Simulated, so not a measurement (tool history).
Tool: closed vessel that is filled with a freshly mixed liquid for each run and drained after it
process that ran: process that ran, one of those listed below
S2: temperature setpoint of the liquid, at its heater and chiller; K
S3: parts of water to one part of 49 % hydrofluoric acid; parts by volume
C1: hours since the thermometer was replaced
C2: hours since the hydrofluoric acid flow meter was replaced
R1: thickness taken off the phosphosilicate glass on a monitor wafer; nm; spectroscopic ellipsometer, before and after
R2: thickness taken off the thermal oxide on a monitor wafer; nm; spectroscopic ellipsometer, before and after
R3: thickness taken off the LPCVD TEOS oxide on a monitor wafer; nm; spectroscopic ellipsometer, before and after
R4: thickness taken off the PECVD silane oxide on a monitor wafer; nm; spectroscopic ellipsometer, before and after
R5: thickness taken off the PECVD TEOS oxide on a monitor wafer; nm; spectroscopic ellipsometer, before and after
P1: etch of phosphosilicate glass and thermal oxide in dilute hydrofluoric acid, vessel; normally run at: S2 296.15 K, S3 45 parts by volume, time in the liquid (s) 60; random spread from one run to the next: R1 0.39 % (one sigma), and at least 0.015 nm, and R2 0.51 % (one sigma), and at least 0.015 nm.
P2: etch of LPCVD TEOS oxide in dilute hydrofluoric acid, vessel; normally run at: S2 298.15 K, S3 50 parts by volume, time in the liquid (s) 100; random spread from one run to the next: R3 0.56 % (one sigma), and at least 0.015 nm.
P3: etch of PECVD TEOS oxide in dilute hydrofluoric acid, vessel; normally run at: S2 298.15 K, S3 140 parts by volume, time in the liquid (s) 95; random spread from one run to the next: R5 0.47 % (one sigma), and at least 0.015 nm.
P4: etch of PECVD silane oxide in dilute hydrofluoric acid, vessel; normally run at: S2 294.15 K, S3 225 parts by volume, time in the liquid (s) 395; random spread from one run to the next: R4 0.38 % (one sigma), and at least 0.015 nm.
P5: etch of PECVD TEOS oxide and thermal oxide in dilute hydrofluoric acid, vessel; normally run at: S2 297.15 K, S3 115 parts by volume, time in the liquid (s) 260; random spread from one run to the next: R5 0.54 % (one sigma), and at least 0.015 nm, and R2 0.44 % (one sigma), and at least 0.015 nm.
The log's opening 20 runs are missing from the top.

{"run": 21, "hour": 266.3, "process that ran": "P3", "S2": 291.65, "S3": 140, "time in the liquid (s)": 95, "C1": 1728.4, "C2": 135.4, "R5": 5.9707}
{"run": 22, "hour": 276.3, "process that ran": "P5", "S2": 290.15, "S3": 115, "time in the liquid (s)": 260, "C1": 1738.4, "C2": 145.4, "R2": 8.1295, "R5": 36.636}
{"run": 23, "hour": 291.2, "process that ran": "P4", "S2": 300.65, "S3": 225, "time in the liquid (s)": 395, "C1": 1753.3, "C2": 160.3, "R4": 71.063}
{"run": 24, "hour": 308.6, "process that ran": "P1", "S2": 296.15, "S3": 45, "time in the liquid (s)": 60, "C1": 1770.7, "C2": 177.7, "R1": 204.27, "R2": 6.6496}
{"run": 25, "hour": 318.9, "process that ran": "P3", "S2": 298.15, "S3": 35, "time in the liquid (s)": 95, "C1": 1781.0, "C2": 188.0, "R5": 34.779}
{"run": 26, "hour": 333.7, "process that ran": "P4", "S2": 294.15, "S3": 400, "time in the liquid (s)": 395, "C1": 1795.8, "C2": 202.8, "R4": 26.874}
{"run": 27, "hour": 342.0, "process that ran": "P1", "S2": 296.15, "S3": 45, "time in the liquid (s)": 30, "C1": 1804.1, "C2": 211.1, "R1": 102.44, "R2": 3.2777}
{"run": 28, "hour": 357.6, "process that ran": "P5", "S2": 297.15, "S3": 115, "time in the liquid (s)": 395, "C1": 1819.7, "C2": 226.7, "R2": 16.231, "R5": 73.891}

Run 29 comes next. What will it give?
{"run": 29, "hour": 373.1, "process that ran": "P4", "S2": 294.15, "S3": 225, "time in the liquid (s)": 395, "C1": 1835.2, "C2": 242.2, "R4": "?"}

Run 29 gave R4 56.071 nm.
